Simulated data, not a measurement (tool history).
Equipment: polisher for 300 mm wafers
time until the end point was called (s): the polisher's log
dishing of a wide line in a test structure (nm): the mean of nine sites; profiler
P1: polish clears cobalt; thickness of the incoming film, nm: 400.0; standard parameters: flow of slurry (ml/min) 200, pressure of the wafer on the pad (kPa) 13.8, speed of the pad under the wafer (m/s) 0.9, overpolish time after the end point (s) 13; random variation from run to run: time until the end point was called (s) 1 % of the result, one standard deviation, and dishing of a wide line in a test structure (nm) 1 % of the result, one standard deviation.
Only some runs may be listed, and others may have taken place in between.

run,hour,flow of slurry (ml/min),pressure of the wafer on the pad (kPa),speed of the pad under the wafer (m/s),overpolish time after the end point (s),wafers polished on this pad,hours since the slurry nozzle was cleaned,hours since the head pressure was calibrated,time until the end point was called (s),dishing of a wide line in a test structure (nm)
1,14.4,200,13.8,0.9,13,425,232.8,523,81.655,20.748
2,24.3,200,13.8,0.9,13,495,242.7,532.9,81.304,20.664
3,37.6,200,13.8,0.9,13,590,256,546.2,81.777,20.778
4,47,200,7.6,0.9,13,658,265.4,555.6,150.33,17.8
5,58.7,200,13.8,0.9,13,741,277.1,567.3,83.165,20.945
6,72.8,200,13.8,0.9,13,842,291.2,581.4,82.519,20.835
7,85,200,21.4,0.9,13,929,303.4,593.6,53.343,21.568
8,93,315,13.8,0.9,13,986,311.4,601.6,78.13,21.03
9,105.2,150,20,0.9,13,1073,323.6,613.8,59.78,21.71
10,114.2,200,13.8,0.9,13,1138,332.6,622.8,82.134,21.03
11,126.6,120,13.8,0.9,13,1226,345,635.2,91.422,20.828
12,142.4,200,13.8,0.9,24,1339,360.8,651,82.179,22.182
13,157.3,200,13.8,1.42,13,1446,375.7,665.9,52.864,21.71
14,170.2,200,13.8,0.9,4,1538,388.6,678.8,81.778,13
15,179.4,200,13.8,0.46,13,1604,397.8,688,159.41,17.28
16,191.1,200,13.8,0.9,13,1687,409.5,699.7,82.13,21.1
17,201.4,200,13.8,0.54,8,1761,419.8,710,138.86,14.456
18,209.5,120,6.2,0.9,13,1819,427.9,718.1,196.11,15.651
19,218.1,200,13.8,0.9,13,1880,436.5,726.7,83.014,20.948
20,232.2,200,13.8,0.9,13,1981,450.6,740.8,84.014,20.692
21,247.5,200,13.8,0.9,13,2090,465.9,756.1,86.485,21.223
22,255.7,200,13.8,0.9,13,2149,474.1,764.3,84.376,20.832
23,267,200,13.8,0.9,13,2229,485.4,775.6,86.281,20.72
# hour 273.1: head pressure recalibrated
24,282.5,200,13.8,0.9,13,2340,500.9,9.5,85.497,20.597
25,295.5,200,13.8,0.9,13,2433,513.9,22.5,88.225,21.112
26,312.6,200,13.8,0.9,13,2555,531,39.6,87.477,20.92
27,322.1,200,13.8,0.9,13,2623,540.5,49.1,86.738,20.884
28,334.3,200,13.8,0.9,13,2710,552.7,61.3,87.156,20.917
29,343.3,200,13.8,0.9,13,2775,561.7,70.3,88.219,20.622

What P1 gives has crept off from where it sat before. The 2 causes that follow fit the log equally well, each at the size noted:
A: removal rate lost through wear of the pad, % = 5.79
B: slurry flow missing at the pad, % = 31.5
Onset of the creep was near hour 218.1.
Every other cause this tool's parts could produce, and why it does not fit the log:
head's pressure below its setpoint, %: serviced at hour 273.1, after the drift had started, without restoring the earlier output

Each of the check runs listed below is run on 5 wafers and reports their average, with the results left as question marks. Pick the one under which the possible causes would lead to clearly different results.
check 1,352.3,120,13.8,0.9,13,,,,?,?
check 2,352.3,200,13.8,1.22,6,,,,?,?
check 3,352.3,200,19.3,0.9,13,,,,?,?
check 4,352.3,200,8.3,0.9,22,,,,?,?

Outcome of each check run for each possible cause:
check,result,if A,if B
check 1,time until the end point was called (s),95.309,98.71
check 1,dishing of a wide line in a test structure (nm),20.33,20.161
check 2,time until the end point was called (s),64.519,64.519
check 2,dishing of a wide line in a test structure (nm),18.006,18.006
check 3,time until the end point was called (s),62.471,62.471
check 3,dishing of a wide line in a test structure (nm),21.631,21.631
check 4,time until the end point was called (s),145.76,145.77
check 4,dishing of a wide line in a test structure (nm),20.969,20.969
Separation of the two closest causes in each check, using whichever result separates them best: check 1 3.51 %; check 2 0 %; check 3 0 %; check 4 0 %
Only in check 1 would the causes give clearly different results; in the remaining checks their results would be nearly the same.

Check 1 has now been run. It gave: time until the end point was called (s) 98.329; dishing of a wide line in a test structure (nm) 20.083. Which of the candidate causes is it?

Of the candidate causes, it is B: slurry flow missing at the pad, %.
